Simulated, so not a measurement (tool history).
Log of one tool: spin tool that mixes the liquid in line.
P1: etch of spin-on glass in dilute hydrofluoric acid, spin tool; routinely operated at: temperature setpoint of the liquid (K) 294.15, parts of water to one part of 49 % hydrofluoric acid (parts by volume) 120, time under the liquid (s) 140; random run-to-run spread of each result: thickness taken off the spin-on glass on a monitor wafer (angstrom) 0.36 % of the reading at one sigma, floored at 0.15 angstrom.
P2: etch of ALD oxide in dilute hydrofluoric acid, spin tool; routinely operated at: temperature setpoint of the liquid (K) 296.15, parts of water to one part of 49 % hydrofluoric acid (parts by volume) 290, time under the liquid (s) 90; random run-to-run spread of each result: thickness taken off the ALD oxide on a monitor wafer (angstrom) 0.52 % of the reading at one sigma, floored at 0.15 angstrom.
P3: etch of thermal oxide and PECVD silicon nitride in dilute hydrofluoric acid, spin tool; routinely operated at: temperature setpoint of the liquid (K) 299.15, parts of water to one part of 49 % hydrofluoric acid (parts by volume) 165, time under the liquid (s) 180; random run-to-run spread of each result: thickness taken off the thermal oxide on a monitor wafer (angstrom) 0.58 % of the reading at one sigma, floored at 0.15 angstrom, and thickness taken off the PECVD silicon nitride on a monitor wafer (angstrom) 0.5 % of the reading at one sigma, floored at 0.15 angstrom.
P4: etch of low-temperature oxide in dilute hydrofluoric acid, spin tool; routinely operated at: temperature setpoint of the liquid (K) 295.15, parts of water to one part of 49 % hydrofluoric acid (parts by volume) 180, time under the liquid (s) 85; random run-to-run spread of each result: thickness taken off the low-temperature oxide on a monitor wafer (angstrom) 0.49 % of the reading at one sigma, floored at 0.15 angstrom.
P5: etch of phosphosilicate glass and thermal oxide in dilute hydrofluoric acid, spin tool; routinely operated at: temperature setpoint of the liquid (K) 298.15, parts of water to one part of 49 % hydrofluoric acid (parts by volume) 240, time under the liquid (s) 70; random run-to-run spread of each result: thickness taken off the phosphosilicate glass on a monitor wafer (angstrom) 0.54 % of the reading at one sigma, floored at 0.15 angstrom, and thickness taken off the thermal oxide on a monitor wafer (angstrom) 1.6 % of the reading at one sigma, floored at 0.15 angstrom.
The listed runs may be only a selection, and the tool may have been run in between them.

| run | hour | process that ran | temperature setpoint of the liquid (K) | parts of water to one part of 49 % hydrofluoric acid (parts by volume) | time under the liquid (s) | hours since the thermometer was replaced | hours since the hydrofluoric acid flow meter was replaced | thickness taken off the spin-on glass on a monitor wafer (angstrom) | thickness taken off the phosphosilicate glass on a monitor wafer (angstrom) | thickness taken off the thermal oxide on a monitor wafer (angstrom) | thickness taken off the PECVD silicon nitride on a monitor wafer (angstrom) | thickness taken off the low-temperature oxide on a monitor wafer (angstrom) | thickness taken off the ALD oxide on a monitor wafer (angstrom) |
|---|---|---|---|---|---|---|---|---|---|---|---|---|---|
| 1 | 7.3 | P1 | 294.15 | 120 | 140 | 976.8 | 240.0 | 349.21 |  |  |  |  |  |
| 2 | 13.6 | P1 | 290.15 | 165 | 140 | 983.1 | 246.3 | 205.12 |  |  |  |  |  |
| 3 | 23.0 | P1 | 294.15 | 120 | 245 | 992.5 | 255.7 | 610.38 |  |  |  |  |  |
| 4 | 29.4 | P5 | 298.15 | 115 | 70 | 998.9 | 262.1 |  | 370.16 | 30.4490 |  |  |  |
| 5 | 38.6 | P1 | 290.15 | 160 | 140 | 1008.1 | 271.3 | 213.50 |  |  |  |  |  |
|  | 40.2 | thermometer replaced |
| 6 | 43.5 | P3 | 299.15 | 85 | 180 | 3.3 | 276.2 |  |  | 112.4600 | 89.532 |  |  |
| 7 | 52.9 | P1 | 294.15 | 70 | 140 | 12.7 | 285.6 | 630.96 |  |  |  |  |  |
| 8 | 59.2 | P1 | 301.15 | 120 | 65 | 19.0 | 291.9 | 213.03 |  |  |  |  |  |
| 9 | 66.4 | P4 | 295.15 | 180 | 85 | 26.2 | 299.1 |  |  |  |  | 57.992 |  |
| 10 | 76.3 | P2 | 296.15 | 290 | 90 | 36.1 | 309.0 |  |  |  |  |  | 56.1300 |
| 11 | 82.8 | P2 | 296.15 | 290 | 15 | 42.6 | 315.5 |  |  |  |  |  | 9.5307 |
| 12 | 88.4 | P1 | 294.15 | 120 | 140 | 48.2 | 321.1 | 349.48 |  |  |  |  |  |
| 13 | 94.8 | P5 | 298.15 | 240 | 70 | 54.6 | 327.5 |  | 152.01 | 12.9100 |  |  |  |
|  | 95.9 | hydrofluoric acid flow meter replaced |
| 14 | 105.1 | P2 | 296.15 | 290 | 90 | 64.9 | 9.2 |  |  |  |  |  | 56.3340 |
| 15 | 115.6 | P3 | 299.15 | 165 | 345 | 75.4 | 19.7 |  |  | 99.5190 | 88.436 |  |  |
| 16 | 124.4 | P1 | 300.15 | 120 | 140 | 84.2 | 28.5 | 438.52 |  |  |  |  |  |
| 17 | 132.5 | P4 | 295.15 | 180 | 85 | 92.3 | 36.6 |  |  |  |  | 58.255 |  |
| 18 | 141.2 | P1 | 290.15 | 120 | 140 | 101.0 | 45.3 | 294.54 |  |  |  |  |  |
| 19 | 151.4 | P3 | 292.15 | 165 | 180 | 111.2 | 55.5 |  |  | 39.0300 | 29.165 |  |  |
| 20 | 157.8 | P1 | 294.15 | 120 | 140 | 117.6 | 61.9 | 346.98 |  |  |  |  |  |
| 21 | 164.2 | P3 | 299.15 | 165 | 180 | 124.0 | 68.3 |  |  | 52.0870 | 45.938 |  |  |
| 22 | 170.5 | P4 | 295.15 | 180 | 150 | 130.3 | 74.6 |  |  |  |  | 101.700 |  |
| 23 | 178.6 | P5 | 290.15 | 240 | 70 | 138.4 | 82.7 |  | 112.82 | 9.3565 |  |  |  |
| 24 | 188.2 | P5 | 298.15 | 240 | 35 | 148.0 | 92.3 |  | 76.54 | 6.7297 |  |  |  |
| 25 | 197.7 | P1 | 294.15 | 120 | 140 | 157.5 | 101.8 | 347.37 |  |  |  |  |  |
| 26 | 207.2 | P1 | 294.15 | 120 | 140 | 167.0 | 111.3 | 347.69 |  |  |  |  |  |
| 27 | 215.3 | P1 | 294.15 | 120 | 140 | 175.1 | 119.4 | 348.54 |  |  |  |  |  |
| 28 | 225.5 | P4 | 299.15 | 180 | 85 | 185.3 | 129.6 |  |  |  |  | 66.909 |  |
| 29 | 233.3 | P1 | 294.15 | 120 | 140 | 193.1 | 137.4 | 349.59 |  |  |  |  |  |
| 30 | 242.3 | P4 | 295.15 | 315 | 85 | 202.1 | 146.4 |  |  |  |  | 28.947 |  |
| 31 | 249.0 | P2 | 290.15 | 290 | 90 | 208.8 | 153.1 |  |  |  |  |  | 45.0890 |
| 32 | 258.8 | P2 | 296.15 | 55 | 90 | 218.6 | 162.9 |  |  |  |  |  | 384.5200 |
| 33 | 268.1 | P1 | 294.15 | 170 | 140 | 227.9 | 172.2 | 232.76 |  |  |  |  |  |
| 34 | 276.1 | P1 | 294.15 | 120 | 45 | 235.9 | 180.2 | 111.41 |  |  |  |  |  |
| 35 | 283.2 | P5 | 298.15 | 240 | 70 | 243.0 | 187.3 |  | 153.88 | 12.7170 |  |  |  |
| 36 | 292.0 | P1 | 294.15 | 120 | 140 | 251.8 | 196.1 | 346.71 |  |  |  |  |  |
| 37 | 303.0 | P1 | 294.15 | 120 | 140 | 262.8 | 207.1 | 335.90 |  |  |  |  |  |
| 38 | 311.7 | P1 | 294.15 | 120 | 140 | 271.5 | 215.8 | 326.69 |  |  |  |  |  |
| 39 | 322.7 | P1 | 294.15 | 120 | 140 | 282.5 | 226.8 | 325.17 |  |  |  |  |  |
| 40 | 330.1 | P1 | 294.15 | 120 | 140 | 289.9 | 234.2 | 323.00 |  |  |  |  |  |
| 41 | 339.6 | P1 | 294.15 | 120 | 140 | 299.4 | 243.7 | 324.54 |  |  |  |  |  |
| 42 | 344.6 | P1 | 294.15 | 120 | 140 | 304.4 | 248.7 | 322.51 |  |  |  |  |  |
| 43 | 355.2 | P1 | 294.15 | 120 | 140 | 315.0 | 259.3 | 323.76 |  |  |  |  |  |

What P1 gives has crept off from where it sat before. The 2 causes that follow fit the log equally well, each at the size noted:
A: liquid colder than its thermometer reads (K) = 1.76
B: hydrofluoric acid flow below the setpoint (%) = 6.07
The process output started creeping at around hour 292.0.

Each of the 4 check runs below uses one wafer; its results are left as question marks. Which run tells the causes apart?
| check 1 | 365.8 | P5 | 290.65 | 240 | 70 |  |  |  | ? | ? |  |  |  |
| check 2 | 365.8 | P2 | 292.15 | 290 | 15 |  |  |  |  |  |  |  | ? |
| check 3 | 365.8 | P4 | 295.15 | 180 | 130 |  |  |  |  |  |  | ? |  |
| check 4 | 365.8 | P3 | 292.15 | 165 | 180 |  |  |  |  | ? | ? |  |  |

What each check would give under each cause:
| check | result | if A | if B |
|---|---|---|---|
| check 1 | thickness taken off the phosphosilicate glass on a monitor wafer (angstrom) | 108.32 | 107.53 |
| check 1 | thickness taken off the thermal oxide on a monitor wafer (angstrom) | 8.9912 | 8.9258 |
| check 2 | thickness taken off the ALD oxide on a monitor wafer (angstrom) | 7.6000 | 7.5027 |
| check 3 | thickness taken off the low-temperature oxide on a monitor wafer (angstrom) | 82.559 | 82.001 |
| check 4 | thickness taken off the thermal oxide on a monitor wafer (angstrom) | 36.9410 | 36.8510 |
| check 4 | thickness taken off the PECVD silicon nitride on a monitor wafer (angstrom) | 25.869 | 27.420 |
Per check, the gap between the least separated pair of causes, taken in the result that splits them most: check 1 0.73 %; check 2 1.29 %; check 3 0.68 %; check 4 5.82 %
Only check 4 tells the causes apart: in the others they would give nearly the same result.

Check 4 was carried out, with these results: thickness taken off the thermal oxide on a monitor wafer (angstrom) 37.1250; thickness taken off the PECVD silicon nitride on a monitor wafer (angstrom) 25.833. Which of the listed causes is responsible?

It was cause A: liquid colder than its thermometer reads (K).
